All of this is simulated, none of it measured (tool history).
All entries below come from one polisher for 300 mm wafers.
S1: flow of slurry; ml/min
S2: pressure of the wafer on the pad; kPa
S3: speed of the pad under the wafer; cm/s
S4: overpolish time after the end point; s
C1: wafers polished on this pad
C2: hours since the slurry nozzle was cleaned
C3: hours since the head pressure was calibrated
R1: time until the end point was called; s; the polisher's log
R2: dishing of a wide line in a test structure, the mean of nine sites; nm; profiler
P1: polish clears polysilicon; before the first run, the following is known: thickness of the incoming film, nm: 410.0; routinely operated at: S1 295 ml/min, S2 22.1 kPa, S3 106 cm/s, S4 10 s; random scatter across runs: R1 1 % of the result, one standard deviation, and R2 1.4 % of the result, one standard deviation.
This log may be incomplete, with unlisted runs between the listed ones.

{"run": 1, "hour": 12.6, "S1": 295, "S2": 22.1, "S3": 106, "S4": 10, "C1": 456, "C2": 446.1, "C3": 270.4, "R1": 23.558, "R2": 46.228}
{"run": 2, "hour": 20.3, "S1": 295, "S2": 22.1, "S3": 106, "S4": 10, "C1": 550, "C2": 453.8, "C3": 278.1, "R1": 23.737, "R2": 46.594}
{"run": 3, "hour": 37.0, "S1": 295, "S2": 22.1, "S3": 106, "S4": 10, "C1": 752, "C2": 470.5, "C3": 294.8, "R1": 23.714, "R2": 46.666}
{"run": 4, "hour": 49.0, "S1": 295, "S2": 22.1, "S3": 56, "S4": 3, "C1": 898, "C2": 482.5, "C3": 306.8, "R1": 44.849, "R2": 20.773}
{"run": 5, "hour": 62.9, "S1": 295, "S2": 22.1, "S3": 106, "S4": 19, "C1": 1066, "C2": 496.4, "C3": 320.7, "R1": 24.043, "R2": 47.578}
{"run": 6, "hour": 73.8, "S1": 295, "S2": 12.4, "S3": 106, "S4": 10, "C1": 1199, "C2": 507.3, "C3": 331.6, "R1": 42.024, "R2": 41.601}
{"run": 7, "hour": 88.9, "S1": 295, "S2": 34.5, "S3": 106, "S4": 10, "C1": 1382, "C2": 522.4, "C3": 346.7, "R1": 15.227, "R2": 47.438}
{"run": 8, "hour": 99.0, "S1": 295, "S2": 22.1, "S3": 106, "S4": 10, "C1": 1504, "C2": 532.5, "C3": 356.8, "R1": 24.081, "R2": 47.036}
{"run": 9, "hour": 114.1, "S1": 175, "S2": 22.1, "S3": 106, "S4": 10, "C1": 1687, "C2": 547.6, "C3": 371.9, "R1": 25.551, "R2": 45.522}
{"run": 10, "hour": 131.3, "S1": 295, "S2": 22.1, "S3": 106, "S4": 3, "C1": 1896, "C2": 564.8, "C3": 389.1, "R1": 23.591, "R2": 31.695}
{"run": 11, "hour": 148.8, "S1": 455, "S2": 22.1, "S3": 106, "S4": 10, "C1": 2108, "C2": 582.3, "C3": 406.6, "R1": 23.356, "R2": 46.318}
{"run": 12, "hour": 160.7, "S1": 455, "S2": 29, "S3": 106, "S4": 10, "C1": 2253, "C2": 594.2, "C3": 418.5, "R1": 17.263, "R2": 47.372}
{"run": 13, "hour": 171.6, "S1": 295, "S2": 22.1, "S3": 106, "S4": 10, "C1": 2385, "C2": 605.1, "C3": 429.4, "R1": 23.471, "R2": 46.668}
{"run": 14, "hour": 185.9, "S1": 295, "S2": 22.1, "S3": 144, "S4": 3, "C1": 2558, "C2": 619.4, "C3": 443.7, "R1": 17.353, "R2": 36.614}
{"run": 15, "hour": 194.3, "S1": 295, "S2": 22.1, "S3": 48, "S4": 10, "C1": 2660, "C2": 627.8, "C3": 452.1, "R1": 53.069, "R2": 38.402}
{"run": 16, "hour": 203.5, "S1": 295, "S2": 22.1, "S3": 164, "S4": 10, "C1": 2772, "C2": 637, "C3": 461.3, "R1": 15.424, "R2": 47.472}

Expected results for the next run?
{"run": 17, "hour": 218.1, "S1": 295, "S2": 22.1, "S3": 106, "S4": 10, "C1": 2949, "C2": 651.6, "C3": 475.9, "R1": "?", "R2": "?"}

For run 17 the tool returned R1 23.729 s, R2 45.877 nm.
